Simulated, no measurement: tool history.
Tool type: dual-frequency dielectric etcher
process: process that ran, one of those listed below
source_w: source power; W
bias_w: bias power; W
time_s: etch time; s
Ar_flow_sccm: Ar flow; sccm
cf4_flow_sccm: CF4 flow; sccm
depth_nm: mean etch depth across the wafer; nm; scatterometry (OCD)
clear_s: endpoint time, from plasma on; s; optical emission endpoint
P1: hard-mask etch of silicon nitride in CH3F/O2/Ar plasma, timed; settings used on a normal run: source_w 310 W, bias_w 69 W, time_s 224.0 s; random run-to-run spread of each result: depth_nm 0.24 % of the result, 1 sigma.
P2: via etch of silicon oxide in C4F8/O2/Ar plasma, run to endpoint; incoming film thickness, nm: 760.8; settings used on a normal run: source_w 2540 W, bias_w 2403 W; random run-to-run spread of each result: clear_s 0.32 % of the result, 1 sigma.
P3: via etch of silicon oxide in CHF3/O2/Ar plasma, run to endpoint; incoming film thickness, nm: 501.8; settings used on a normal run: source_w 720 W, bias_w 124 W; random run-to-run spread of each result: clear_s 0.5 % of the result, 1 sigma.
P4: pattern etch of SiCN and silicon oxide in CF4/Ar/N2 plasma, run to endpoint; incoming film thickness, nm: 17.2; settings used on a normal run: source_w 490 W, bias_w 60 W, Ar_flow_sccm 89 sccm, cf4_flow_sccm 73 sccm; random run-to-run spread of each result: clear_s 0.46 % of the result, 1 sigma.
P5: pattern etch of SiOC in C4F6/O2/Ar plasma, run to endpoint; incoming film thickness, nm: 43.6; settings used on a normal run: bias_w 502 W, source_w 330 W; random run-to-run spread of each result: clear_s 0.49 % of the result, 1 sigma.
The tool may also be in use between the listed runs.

run,hour,process,source_w,bias_w,time_s,Ar_flow_sccm,cf4_flow_sccm,hours since the last wet clean,hours since the last source power generator calibration,hours since the last bias power generator calibration,depth_nm,clear_s
1,5.3,P1,310,69,224.0,,,287.8,1232.9,2595.9,139.030,
2,10.5,P4,300,60,,89,73,293.0,1238.1,2601.1,,29.200
3,19.2,P1,220,69,224.0,,,301.7,1246.8,2609.8,122.300,
4,25.9,P1,310,80,175.5,,,308.4,1253.5,2616.5,114.520,
5,33.0,P1,310,69,286.5,,,315.5,1260.6,2623.6,176.930,
6,39.1,P1,310,69,224.0,,,321.6,1266.7,2629.7,138.320,
7,44.7,P1,400,57,224.0,,,327.2,1272.3,2635.3,143.750,
8,49.2,P4,490,60,,123,73,331.7,1276.8,2639.8,,19.937
9,55.3,P3,720,124,,,,337.8,1282.9,2645.9,,272.850
10,59.9,P2,2540,2403,,,,342.4,1287.5,2650.5,,133.710
11,65.8,P1,390,69,224.0,,,348.3,1293.4,2656.4,151.700,
12,73.2,P3,920,124,,,,355.7,1300.8,2663.8,,247.620
13,80.1,P1,220,69,123.0,,,362.6,1307.7,2670.7,66.666,
14,84.8,P1,310,69,224.0,,,367.3,1312.4,2675.4,138.480,
15,89.6,P2,1490,2403,,,,372.1,1317.2,2680.2,,164.850
16,93.6,P2,2540,3071,,,,376.1,1321.2,2684.2,,123.900
17,100.3,P1,310,69,224.0,,,382.8,1327.9,2690.9,139.020,
18,106.9,P5,330,502,,,,389.4,1334.5,2697.5,,15.974
19,113.7,P5,330,662,,,,396.2,1341.3,2704.3,,14.410
20,121.7,P1,310,69,160.0,,,404.2,1349.3,2712.3,99.432,
21,127.0,P1,310,69,224.0,,,409.5,1354.6,2717.6,138.140,
22,135.4,P1,310,41,224.0,,,417.9,1363.0,2726.0,117.220,
23,139.6,P5,430,502,,,,422.1,1367.2,2730.2,,14.541
24,145.1,P3,720,124,,,,427.6,1372.7,2735.7,,273.570
25,152.9,P3,720,94,,,,435.4,1380.5,2743.5,,296.840
26,157.6,P1,310,69,224.0,,,440.1,1385.2,2748.2,138.950,
27,164.4,P4,490,60,,89,99,446.9,1392.0,2755.0,,18.196
28,171.3,P4,490,36,,89,73,453.8,1398.9,2761.9,,22.058
29,177.2,P1,310,69,224.0,,,459.7,1404.8,2767.8,138.270,
30,182.0,P1,310,83,224.0,,,464.5,1409.6,2772.6,148.360,

Estimate the outcome of run 31 from the log above:
31,188.2,P4,490,60,,89,73,470.7,1415.8,2778.8,,?

Logged for run 31: clear_s 18.891 s.

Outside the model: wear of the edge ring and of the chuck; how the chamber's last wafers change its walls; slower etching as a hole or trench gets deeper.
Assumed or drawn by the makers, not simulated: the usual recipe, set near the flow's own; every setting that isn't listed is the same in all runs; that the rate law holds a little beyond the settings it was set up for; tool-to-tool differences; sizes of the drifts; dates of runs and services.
